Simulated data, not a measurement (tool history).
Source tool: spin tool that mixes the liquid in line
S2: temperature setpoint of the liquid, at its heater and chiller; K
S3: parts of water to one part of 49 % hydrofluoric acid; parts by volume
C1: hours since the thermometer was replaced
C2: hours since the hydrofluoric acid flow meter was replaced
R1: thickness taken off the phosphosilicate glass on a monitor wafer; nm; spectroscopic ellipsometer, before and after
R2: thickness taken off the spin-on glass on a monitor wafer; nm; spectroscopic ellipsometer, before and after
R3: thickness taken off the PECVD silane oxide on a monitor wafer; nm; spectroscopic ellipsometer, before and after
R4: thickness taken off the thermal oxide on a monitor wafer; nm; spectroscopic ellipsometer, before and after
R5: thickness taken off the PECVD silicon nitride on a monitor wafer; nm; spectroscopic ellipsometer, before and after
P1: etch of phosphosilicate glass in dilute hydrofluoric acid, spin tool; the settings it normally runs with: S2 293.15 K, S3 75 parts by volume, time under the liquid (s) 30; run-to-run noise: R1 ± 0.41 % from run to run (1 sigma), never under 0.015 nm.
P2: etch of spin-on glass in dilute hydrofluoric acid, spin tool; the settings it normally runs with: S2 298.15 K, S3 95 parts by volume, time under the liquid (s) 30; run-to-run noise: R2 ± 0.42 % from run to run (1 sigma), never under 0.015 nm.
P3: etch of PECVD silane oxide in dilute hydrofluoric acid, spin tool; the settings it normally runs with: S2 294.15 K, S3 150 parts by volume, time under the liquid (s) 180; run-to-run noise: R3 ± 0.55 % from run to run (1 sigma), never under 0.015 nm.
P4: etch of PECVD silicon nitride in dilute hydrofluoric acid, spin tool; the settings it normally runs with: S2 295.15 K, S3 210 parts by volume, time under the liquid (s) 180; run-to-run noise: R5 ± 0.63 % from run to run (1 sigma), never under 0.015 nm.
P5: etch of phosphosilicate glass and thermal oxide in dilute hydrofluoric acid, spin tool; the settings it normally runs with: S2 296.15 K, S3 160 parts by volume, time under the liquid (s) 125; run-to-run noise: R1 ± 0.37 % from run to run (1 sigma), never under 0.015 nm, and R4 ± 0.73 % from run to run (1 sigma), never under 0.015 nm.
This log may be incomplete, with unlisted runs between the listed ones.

run 1 hour=6.1 | process_that_ran=P1 S2=293.15 S3=75 time_under_the_liquid_(s)=30 | C1=554.5 C2=246.3 | R1=39.5690
run 2 hour=11.3 | process_that_ran=P2 S2=291.65 S3=95 time_under_the_liquid_(s)=30 | C1=559.7 C2=251.5 | R2=8.1551
run 3 hour=20.8 | process_that_ran=P3 S2=294.15 S3=80 time_under_the_liquid_(s)=180 | C1=569.2 C2=261.0 | R3=41.597
run 4 hour=27.7 | process_that_ran=P3 S2=302.15 S3=150 time_under_the_liquid_(s)=180 | C1=576.1 C2=267.9 | R3=27.208
run 5 hour=34.4 | process_that_ran=P1 S2=293.15 S3=75 time_under_the_liquid_(s)=15 | C1=582.8 C2=274.6 | R1=19.7550
run 6 hour=41.7 | process_that_ran=P5 S2=296.15 S3=60 time_under_the_liquid_(s)=125 | C1=590.1 C2=281.9 | R1=148.2300 R4=9.42220
run 7 hour=48.5 | process_that_ran=P1 S2=293.15 S3=35 time_under_the_liquid_(s)=30 | C1=596.9 C2=288.7 | R1=88.8440
run 8 hour=54.5 | process_that_ran=P3 S2=294.15 S3=150 time_under_the_liquid_(s)=180 | C1=602.9 C2=294.7 | R3=20.202
-- hour=59.2 hydrofluoric acid flow meter replaced
run 9 hour=60.3 | process_that_ran=P2 S2=298.15 S3=95 time_under_the_liquid_(s)=15 | C1=608.7 C2=1.2 | R2=5.2400
run 10 hour=69.4 | process_that_ran=P3 S2=294.15 S3=150 time_under_the_liquid_(s)=260 | C1=617.8 C2=10.3 | R3=29.240
run 11 hour=78.6 | process_that_ran=P1 S2=293.15 S3=75 time_under_the_liquid_(s)=30 | C1=627.0 C2=19.5 | R1=39.9070
run 12 hour=84.0 | process_that_ran=P4 S2=303.65 S3=210 time_under_the_liquid_(s)=180 | C1=632.4 C2=24.9 | R5=6.1466
run 13 hour=91.1 | process_that_ran=P1 S2=293.15 S3=75 time_under_the_liquid_(s)=50 | C1=639.5 C2=32.0 | R1=66.2000
run 14 hour=100.8 | process_that_ran=P1 S2=293.15 S3=75 time_under_the_liquid_(s)=30 | C1=649.2 C2=41.7 | R1=39.3420
run 15 hour=110.4 | process_that_ran=P5 S2=296.15 S3=160 time_under_the_liquid_(s)=15 | C1=658.8 C2=51.3 | R1=5.8951 R4=0.39374
run 16 hour=119.9 | process_that_ran=P2 S2=298.15 S3=30 time_under_the_liquid_(s)=30 | C1=668.3 C2=60.8 | R2=36.4860
run 17 hour=129.6 | process_that_ran=P5 S2=296.15 S3=160 time_under_the_liquid_(s)=125 | C1=678.0 C2=70.5 | R1=49.4220 R4=3.12030
run 18 hour=139.9 | process_that_ran=P2 S2=298.15 S3=95 time_under_the_liquid_(s)=30 | C1=688.3 C2=80.8 | R2=10.6350
-- hour=145.9 thermometer replaced
run 19 hour=146.3 | process_that_ran=P1 S2=293.15 S3=105 time_under_the_liquid_(s)=15 | C1=0.4 C2=87.2 | R1=13.7110
run 20 hour=153.2 | process_that_ran=P5 S2=300.15 S3=160 time_under_the_liquid_(s)=125 | C1=7.3 C2=94.1 | R1=57.3600 R4=3.58900
run 21 hour=160.4 | process_that_ran=P1 S2=290.15 S3=75 time_under_the_liquid_(s)=30 | C1=14.5 C2=101.3 | R1=35.0140
run 22 hour=165.5 | process_that_ran=P4 S2=295.15 S3=210 time_under_the_liquid_(s)=95 | C1=19.6 C2=106.4 | R5=1.9490
run 23 hour=174.7 | process_that_ran=P4 S2=295.15 S3=210 time_under_the_liquid_(s)=180 | C1=28.8 C2=115.6 | R5=3.6864
run 24 hour=184.2 | process_that_ran=P1 S2=293.15 S3=75 time_under_the_liquid_(s)=30 | C1=38.3 C2=125.1 | R1=39.5770
run 25 hour=190.9 | process_that_ran=P1 S2=293.15 S3=75 time_under_the_liquid_(s)=30 | C1=45.0 C2=131.8 | R1=40.0550
run 26 hour=197.8 | process_that_ran=P1 S2=293.15 S3=75 time_under_the_liquid_(s)=30 | C1=51.9 C2=138.7 | R1=39.6920
run 27 hour=206.6 | process_that_ran=P4 S2=295.15 S3=340 time_under_the_liquid_(s)=180 | C1=60.7 C2=147.5 | R5=2.2615
run 28 hour=215.5 | process_that_ran=P1 S2=293.15 S3=75 time_under_the_liquid_(s)=30 | C1=69.6 C2=156.4 | R1=39.8330
run 29 hour=223.4 | process_that_ran=P1 S2=299.65 S3=75 time_under_the_liquid_(s)=30 | C1=77.5 C2=164.3 | R1=51.3920
run 30 hour=233.1 | process_that_ran=P5 S2=296.15 S3=160 time_under_the_liquid_(s)=125 | C1=87.2 C2=174.0 | R1=49.5760 R4=3.13410
run 31 hour=242.9 | process_that_ran=P1 S2=293.15 S3=120 time_under_the_liquid_(s)=30 | C1=97.0 C2=183.8 | R1=23.7260
run 32 hour=252.4 | process_that_ran=P3 S2=294.15 S3=150 time_under_the_liquid_(s)=180 | C1=106.5 C2=193.3 | R3=20.351
run 33 hour=262.0 | process_that_ran=P1 S2=293.15 S3=75 time_under_the_liquid_(s)=30 | C1=116.1 C2=202.9 | R1=39.6110
run 34 hour=266.6 | process_that_ran=P1 S2=293.15 S3=75 time_under_the_liquid_(s)=30 | C1=120.7 C2=207.5 | R1=38.9380
run 35 hour=276.6 | process_that_ran=P1 S2=293.15 S3=75 time_under_the_liquid_(s)=30 | C1=130.7 C2=217.5 | R1=37.1650
run 36 hour=281.9 | process_that_ran=P1 S2=293.15 S3=75 time_under_the_liquid_(s)=30 | C1=136.0 C2=222.8 | R1=37.0620
run 37 hour=286.7 | process_that_ran=P1 S2=293.15 S3=75 time_under_the_liquid_(s)=30 | C1=140.8 C2=227.6 | R1=36.7480
run 38 hour=297.2 | process_that_ran=P1 S2=293.15 S3=75 time_under_the_liquid_(s)=30 | C1=151.3 C2=238.1 | R1=36.2910
run 39 hour=305.3 | process_that_ran=P1 S2=293.15 S3=75 time_under_the_liquid_(s)=30 | C1=159.4 C2=246.2 | R1=36.2950
run 40 hour=311.7 | process_that_ran=P1 S2=293.15 S3=75 time_under_the_liquid_(s)=30 | C1=165.8 C2=252.6 | R1=36.2020
run 41 hour=319.1 | process_that_ran=P1 S2=293.15 S3=75 time_under_the_liquid_(s)=30 | C1=173.2 C2=260.0 | R1=36.2420

Compared with where it was, what P1 gives has crept away. Each cause listed below fits the log as well as the rest, at the size given for it:
A: liquid colder than its thermometer reads (K) = 2.11
B: hydrofluoric acid flow below the setpoint (%) = 7.81
The gradual shift began around hour 262.0.

4 check runs are offered, each on 2 wafers whose results are averaged, their results left as question marks. Which one tells the causes apart?
run check 1 hour=326.5 | process_that_ran=P5 S2=296.15 S3=85 time_under_the_liquid_(s)=125 | R1=? R4=?
run check 2 hour=326.5 | process_that_ran=P4 S2=295.15 S3=275 time_under_the_liquid_(s)=180 | R5=?
run check 3 hour=326.5 | process_that_ran=P3 S2=301.15 S3=90 time_under_the_liquid_(s)=180 | R3=?
run check 4 hour=326.5 | process_that_ran=P2 S2=292.65 S3=35 time_under_the_liquid_(s)=30 | R2=?

What each check would give under each cause:
check=check_1 result=R1 if_A=93.0560 if_B=92.6810
check=check_1 result=R4 if_A=5.87300 if_B=5.84930
check=check_2 result=R5 if_A=2.4517 if_B=2.5883
check=check_3 result=R3 if_A=43.827 if_B=43.407
check=check_4 result=R2 if_A=22.5130 if_B=22.6630
Per-check spread between the two closest causes, in the result where they differ most: check 1 0.4 %; check 2 5.42 %; check 3 0.96 %; check 4 0.67 %
Only check 2 tells the causes apart: in the others they would give nearly the same result.

After running check 2, the following was obtained: R5 2.4335 nm. Which cause does this point to?

The cause is A: liquid colder than its thermometer reads (K).
